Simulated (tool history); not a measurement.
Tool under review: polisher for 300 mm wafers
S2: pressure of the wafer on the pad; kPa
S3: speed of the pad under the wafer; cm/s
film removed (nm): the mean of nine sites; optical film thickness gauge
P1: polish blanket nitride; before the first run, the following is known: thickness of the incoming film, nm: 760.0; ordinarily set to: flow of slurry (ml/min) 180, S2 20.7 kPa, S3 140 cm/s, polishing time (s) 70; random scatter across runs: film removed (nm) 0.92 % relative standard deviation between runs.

{"run": 1, "hour": 4.7, "flow of slurry (ml/min)": 180, "S2": 20.7, "S3": 140, "polishing time (s)": 70, "film removed (nm)": 146.19}
{"run": 2, "hour": 8.5, "flow of slurry (ml/min)": 180, "S2": 20.7, "S3": 140, "polishing time (s)": 70, "film removed (nm)": 145.38}
{"run": 3, "hour": 13.1, "flow of slurry (ml/min)": 260, "S2": 20.7, "S3": 140, "polishing time (s)": 70, "film removed (nm)": 150.61}
{"run": 4, "hour": 16.6, "flow of slurry (ml/min)": 180, "S2": 20.7, "S3": 140, "polishing time (s)": 33, "film removed (nm)": 69.135}
{"run": 5, "hour": 20.1, "flow of slurry (ml/min)": 180, "S2": 20.7, "S3": 140, "polishing time (s)": 70, "film removed (nm)": 145.07}
{"run": 6, "hour": 23.2, "flow of slurry (ml/min)": 180, "S2": 20.7, "S3": 140, "polishing time (s)": 70, "film removed (nm)": 144.64}
{"run": 7, "hour": 26.9, "flow of slurry (ml/min)": 180, "S2": 20.7, "S3": 140, "polishing time (s)": 70, "film removed (nm)": 146.95}
{"run": 8, "hour": 31.4, "flow of slurry (ml/min)": 180, "S2": 20.7, "S3": 64, "polishing time (s)": 70, "film removed (nm)": 77.599}
{"run": 9, "hour": 37.4, "flow of slurry (ml/min)": 180, "S2": 15.9, "S3": 202, "polishing time (s)": 70, "film removed (nm)": 147.96}
{"run": 10, "hour": 42.1, "flow of slurry (ml/min)": 180, "S2": 20.7, "S3": 140, "polishing time (s)": 70, "film removed (nm)": 146.63}
{"run": 11, "hour": 45.4, "flow of slurry (ml/min)": 125, "S2": 11, "S3": 140, "polishing time (s)": 70, "film removed (nm)": 72.74}
{"run": 12, "hour": 50.3, "flow of slurry (ml/min)": 180, "S2": 20.7, "S3": 140, "polishing time (s)": 70, "film removed (nm)": 143.39}
{"run": 13, "hour": 54.3, "flow of slurry (ml/min)": 120, "S2": 20.7, "S3": 140, "polishing time (s)": 70, "film removed (nm)": 135.32}
{"run": 14, "hour": 60.2, "flow of slurry (ml/min)": 180, "S2": 10.3, "S3": 140, "polishing time (s)": 88, "film removed (nm)": 90.921}
{"run": 15, "hour": 63.2, "flow of slurry (ml/min)": 180, "S2": 20.7, "S3": 140, "polishing time (s)": 103, "film removed (nm)": 209.92}
{"run": 16, "hour": 68.2, "flow of slurry (ml/min)": 180, "S2": 9.7, "S3": 140, "polishing time (s)": 70, "film removed (nm)": 66.618}
{"hour": 68.9, "done": "head pressure recalibrated"}
{"run": 17, "hour": 71.6, "flow of slurry (ml/min)": 180, "S2": 20.7, "S3": 220, "polishing time (s)": 70, "film removed (nm)": 209.53}
{"run": 18, "hour": 77.4, "flow of slurry (ml/min)": 180, "S2": 25.5, "S3": 140, "polishing time (s)": 70, "film removed (nm)": 180.71}
{"run": 19, "hour": 82.7, "flow of slurry (ml/min)": 180, "S2": 20.7, "S3": 140, "polishing time (s)": 70, "film removed (nm)": 145.27}
{"run": 20, "hour": 85.8, "flow of slurry (ml/min)": 180, "S2": 20.7, "S3": 140, "polishing time (s)": 70, "film removed (nm)": 143.65}
{"run": 21, "hour": 89.2, "flow of slurry (ml/min)": 180, "S2": 20.7, "S3": 140, "polishing time (s)": 70, "film removed (nm)": 138.32}
{"run": 22, "hour": 94.6, "flow of slurry (ml/min)": 180, "S2": 20.7, "S3": 140, "polishing time (s)": 70, "film removed (nm)": 135.94}
{"run": 23, "hour": 100.3, "flow of slurry (ml/min)": 180, "S2": 20.7, "S3": 140, "polishing time (s)": 70, "film removed (nm)": 134.69}
{"hour": 103.8, "done": "head pressure recalibrated"}
{"run": 24, "hour": 105.1, "flow of slurry (ml/min)": 180, "S2": 20.7, "S3": 140, "polishing time (s)": 70, "film removed (nm)": 133.94}
{"run": 25, "hour": 109.6, "flow of slurry (ml/min)": 180, "S2": 20.7, "S3": 140, "polishing time (s)": 70, "film removed (nm)": 135.55}
{"run": 26, "hour": 115.1, "flow of slurry (ml/min)": 180, "S2": 20.7, "S3": 140, "polishing time (s)": 70, "film removed (nm)": 133.26}
{"run": 27, "hour": 118.6, "flow of slurry (ml/min)": 180, "S2": 20.7, "S3": 140, "polishing time (s)": 70, "film removed (nm)": 132.32}

Something has made what P1 gives creep away from where it was; the 2 causes below, each at its own stated size, fit the log equally well:
A: slurry flow missing at the pad, % = 38.4
B: removal rate lost through wear of the pad, % = 8.5
Onset of the creep was near hour 82.7.
Each remaining cause and why it is not a fit:
head's pressure below its setpoint, %: serviced at hour 103.8, which brought nothing back

4 check runs are offered, each on 5 wafers whose results are averaged, their results left as question marks. Which one tells the causes apart?
{"run": "check 1", "hour": 122.1, "flow of slurry (ml/min)": 180, "S2": 11.7, "S3": 140, "polishing time (s)": 70, "film removed (nm)": "?"}
{"run": "check 2", "hour": 122.1, "flow of slurry (ml/min)": 125, "S2": 13.8, "S3": 140, "polishing time (s)": 70, "film removed (nm)": "?"}
{"run": "check 3", "hour": 122.1, "flow of slurry (ml/min)": 180, "S2": 20.7, "S3": 216, "polishing time (s)": 52, "film removed (nm)": "?"}
{"run": "check 4", "hour": 122.1, "flow of slurry (ml/min)": 180, "S2": 9.7, "S3": 140, "polishing time (s)": 70, "film removed (nm)": "?"}

If the cause were each of the candidates in turn, the checks would give the following:
check=check_1 result=film_removed_(nm) if_A=75.258 if_B=75.254
check=check_2 result=film_removed_(nm) if_A=80.319 if_B=83.126
check=check_3 result=film_removed_(nm) if_A=139.57 if_B=139.56
check=check_4 result=film_removed_(nm) if_A=61.977 if_B=61.974
Minimum pairwise separation of causes per check, each pair taken at its best-separating result: check 1 0.01 %; check 2 3.43 %; check 3 0.01 %; check 4 0.01 %
Only in check 2 would the causes give clearly different results; in the remaining checks their results would be nearly the same.

Check 2 was then run and gave: film removed (nm) 80.519. Which cause is it?

It was cause A: slurry flow missing at the pad, %.
